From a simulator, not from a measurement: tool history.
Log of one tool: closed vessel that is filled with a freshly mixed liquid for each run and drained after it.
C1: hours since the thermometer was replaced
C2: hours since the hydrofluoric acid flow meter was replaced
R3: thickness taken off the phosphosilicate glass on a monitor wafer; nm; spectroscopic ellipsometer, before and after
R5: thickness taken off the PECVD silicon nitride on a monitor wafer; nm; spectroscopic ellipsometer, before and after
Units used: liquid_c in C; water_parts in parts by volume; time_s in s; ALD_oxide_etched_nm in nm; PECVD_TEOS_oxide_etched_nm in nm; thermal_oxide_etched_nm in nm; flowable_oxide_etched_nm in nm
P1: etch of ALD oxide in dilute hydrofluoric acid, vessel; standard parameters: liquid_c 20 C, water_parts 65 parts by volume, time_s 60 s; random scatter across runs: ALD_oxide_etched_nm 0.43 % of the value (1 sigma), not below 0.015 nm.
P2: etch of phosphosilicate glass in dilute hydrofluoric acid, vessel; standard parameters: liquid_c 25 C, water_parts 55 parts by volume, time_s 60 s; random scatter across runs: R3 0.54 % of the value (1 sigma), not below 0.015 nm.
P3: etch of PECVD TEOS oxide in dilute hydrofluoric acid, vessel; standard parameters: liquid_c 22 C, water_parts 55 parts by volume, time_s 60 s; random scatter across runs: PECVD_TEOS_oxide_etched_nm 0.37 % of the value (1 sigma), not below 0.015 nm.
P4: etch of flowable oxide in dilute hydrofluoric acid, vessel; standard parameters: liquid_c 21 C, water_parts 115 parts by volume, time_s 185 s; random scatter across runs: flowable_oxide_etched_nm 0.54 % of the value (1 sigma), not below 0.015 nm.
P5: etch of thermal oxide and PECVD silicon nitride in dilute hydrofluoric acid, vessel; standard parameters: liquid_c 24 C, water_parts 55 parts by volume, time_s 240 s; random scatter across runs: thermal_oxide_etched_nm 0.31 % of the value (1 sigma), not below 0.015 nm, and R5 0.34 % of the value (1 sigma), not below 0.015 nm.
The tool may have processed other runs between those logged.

{"run": 1, "day": 0.142, "process": "P1", "liquid_c": 20, "water_parts": 65, "time_s": 60, "C1": 1267, "C2": 253.7, "ALD_oxide_etched_nm": 27.293}
{"run": 2, "day": 0.35, "process": "P1", "liquid_c": 20, "water_parts": 65, "time_s": 60, "C1": 1272, "C2": 258.7, "ALD_oxide_etched_nm": 27.294}
{"run": 3, "day": 0.575, "process": "P3", "liquid_c": 22, "water_parts": 30, "time_s": 60, "C1": 1277.4, "C2": 264.1, "PECVD_TEOS_oxide_etched_nm": 23.39}
{"run": 4, "day": 0.792, "process": "P1", "liquid_c": 26, "water_parts": 65, "time_s": 60, "C1": 1282.6, "C2": 269.3, "ALD_oxide_etched_nm": 34.677}
{"run": 5, "day": 1.071, "process": "P2", "liquid_c": 25, "water_parts": 55, "time_s": 60, "C1": 1289.3, "C2": 276, "R3": 172.57}
{"run": 6, "day": 1.217, "process": "P5", "liquid_c": 24, "water_parts": 55, "time_s": 240, "C1": 1292.8, "C2": 279.5, "thermal_oxide_etched_nm": 21.296, "R5": 7.1231}
{"run": 7, "day": 1.421, "process": "P4", "liquid_c": 17, "water_parts": 115, "time_s": 185, "C1": 1297.7, "C2": 284.4, "flowable_oxide_etched_nm": 33.819}
{"run": 8, "day": 1.567, "process": "P1", "liquid_c": 20, "water_parts": 65, "time_s": 115, "C1": 1301.2, "C2": 287.9, "ALD_oxide_etched_nm": 52.224}
{"run": 9, "day": 1.738, "process": "P5", "liquid_c": 24, "water_parts": 55, "time_s": 240, "C1": 1305.3, "C2": 292, "thermal_oxide_etched_nm": 21.115, "R5": 7.096}
{"run": 10, "day": 1.942, "process": "P1", "liquid_c": 20, "water_parts": 90, "time_s": 85, "C1": 1310.2, "C2": 296.9, "ALD_oxide_etched_nm": 27.214}
{"run": 11, "day": 2.225, "process": "P5", "liquid_c": 24, "water_parts": 30, "time_s": 240, "C1": 1317, "C2": 303.7, "thermal_oxide_etched_nm": 40.34, "R5": 12.927}
{"run": 12, "day": 2.412, "process": "P5", "liquid_c": 18, "water_parts": 55, "time_s": 240, "C1": 1321.5, "C2": 308.2, "thermal_oxide_etched_nm": 16.471, "R5": 4.7108}
{"run": 13, "day": 2.575, "process": "P1", "liquid_c": 20, "water_parts": 35, "time_s": 100, "C1": 1325.4, "C2": 312.1, "ALD_oxide_etched_nm": 87.211}
{"run": 14, "day": 2.717, "process": "P4", "liquid_c": 21, "water_parts": 115, "time_s": 350, "C1": 1328.8, "C2": 315.5, "flowable_oxide_etched_nm": 75.608}
{"run": 15, "day": 2.988, "process": "P1", "liquid_c": 20, "water_parts": 65, "time_s": 60, "C1": 1335.3, "C2": 322, "ALD_oxide_etched_nm": 27.449}
{"run": 16, "day": 3.217, "process": "P4", "liquid_c": 21, "water_parts": 115, "time_s": 185, "C1": 1340.8, "C2": 327.5, "flowable_oxide_etched_nm": 40.459}
{"run": 17, "day": 3.388, "process": "P3", "liquid_c": 28.5, "water_parts": 55, "time_s": 60, "C1": 1344.9, "C2": 331.6, "PECVD_TEOS_oxide_etched_nm": 16.094}
{"run": 18, "day": 3.567, "process": "P2", "liquid_c": 18.5, "water_parts": 55, "time_s": 60, "C1": 1349.2, "C2": 335.9, "R3": 130.54}
{"run": 19, "day": 3.75, "process": "P5", "liquid_c": 24, "water_parts": 55, "time_s": 85, "C1": 1353.6, "C2": 340.3, "thermal_oxide_etched_nm": 7.4635, "R5": 2.5079}
{"run": 20, "day": 4.004, "process": "P1", "liquid_c": 20, "water_parts": 110, "time_s": 60, "C1": 1359.7, "C2": 346.4, "ALD_oxide_etched_nm": 15.261}
{"run": 21, "day": 4.167, "process": "P4", "liquid_c": 21, "water_parts": 115, "time_s": 185, "C1": 1363.6, "C2": 350.3, "flowable_oxide_etched_nm": 40.13}
{"run": 22, "day": 4.408, "process": "P1", "liquid_c": 20, "water_parts": 65, "time_s": 60, "C1": 1369.4, "C2": 356.1, "ALD_oxide_etched_nm": 27.281}
{"run": 23, "day": 4.575, "process": "P3", "liquid_c": 22, "water_parts": 55, "time_s": 60, "C1": 1373.4, "C2": 360.1, "PECVD_TEOS_oxide_etched_nm": 12.406}
{"day": 4.658, "done": "hydrofluoric acid flow meter replaced"}
{"run": 24, "day": 4.725, "process": "P2", "liquid_c": 25, "water_parts": 55, "time_s": 110, "C1": 1377, "C2": 1.6, "R3": 316.43}
{"run": 25, "day": 4.871, "process": "P1", "liquid_c": 17, "water_parts": 65, "time_s": 60, "C1": 1380.5, "C2": 5.1, "ALD_oxide_etched_nm": 24.264}
{"run": 26, "day": 5.121, "process": "P1", "liquid_c": 20, "water_parts": 20, "time_s": 60, "C1": 1386.5, "C2": 11.1, "ALD_oxide_etched_nm": 92.749}
{"run": 27, "day": 5.283, "process": "P1", "liquid_c": 20, "water_parts": 65, "time_s": 30, "C1": 1390.4, "C2": 15, "ALD_oxide_etched_nm": 13.6}
{"run": 28, "day": 5.462, "process": "P3", "liquid_c": 22, "water_parts": 55, "time_s": 60, "C1": 1394.7, "C2": 19.3, "PECVD_TEOS_oxide_etched_nm": 12.426}
{"run": 29, "day": 5.612, "process": "P4", "liquid_c": 21, "water_parts": 20, "time_s": 185, "C1": 1398.3, "C2": 22.9, "flowable_oxide_etched_nm": 259.99}
{"run": 30, "day": 5.871, "process": "P1", "liquid_c": 20, "water_parts": 65, "time_s": 60, "C1": 1404.5, "C2": 29.1, "ALD_oxide_etched_nm": 27.459}
{"run": 31, "day": 6.142, "process": "P2", "liquid_c": 25, "water_parts": 95, "time_s": 60, "C1": 1411, "C2": 35.6, "R3": 94.725}
{"run": 32, "day": 6.304, "process": "P1", "liquid_c": 20, "water_parts": 65, "time_s": 60, "C1": 1414.9, "C2": 39.5, "ALD_oxide_etched_nm": 27.26}

What will run 33 give?
{"run": 33, "day": 6.592, "process": "P3", "liquid_c": 22, "water_parts": 55, "time_s": 90, "C1": 1421.8, "C2": 46.4, "PECVD_TEOS_oxide_etched_nm": "?"}

{"run 33": {"PECVD_TEOS_oxide_etched_nm": 18.69}}

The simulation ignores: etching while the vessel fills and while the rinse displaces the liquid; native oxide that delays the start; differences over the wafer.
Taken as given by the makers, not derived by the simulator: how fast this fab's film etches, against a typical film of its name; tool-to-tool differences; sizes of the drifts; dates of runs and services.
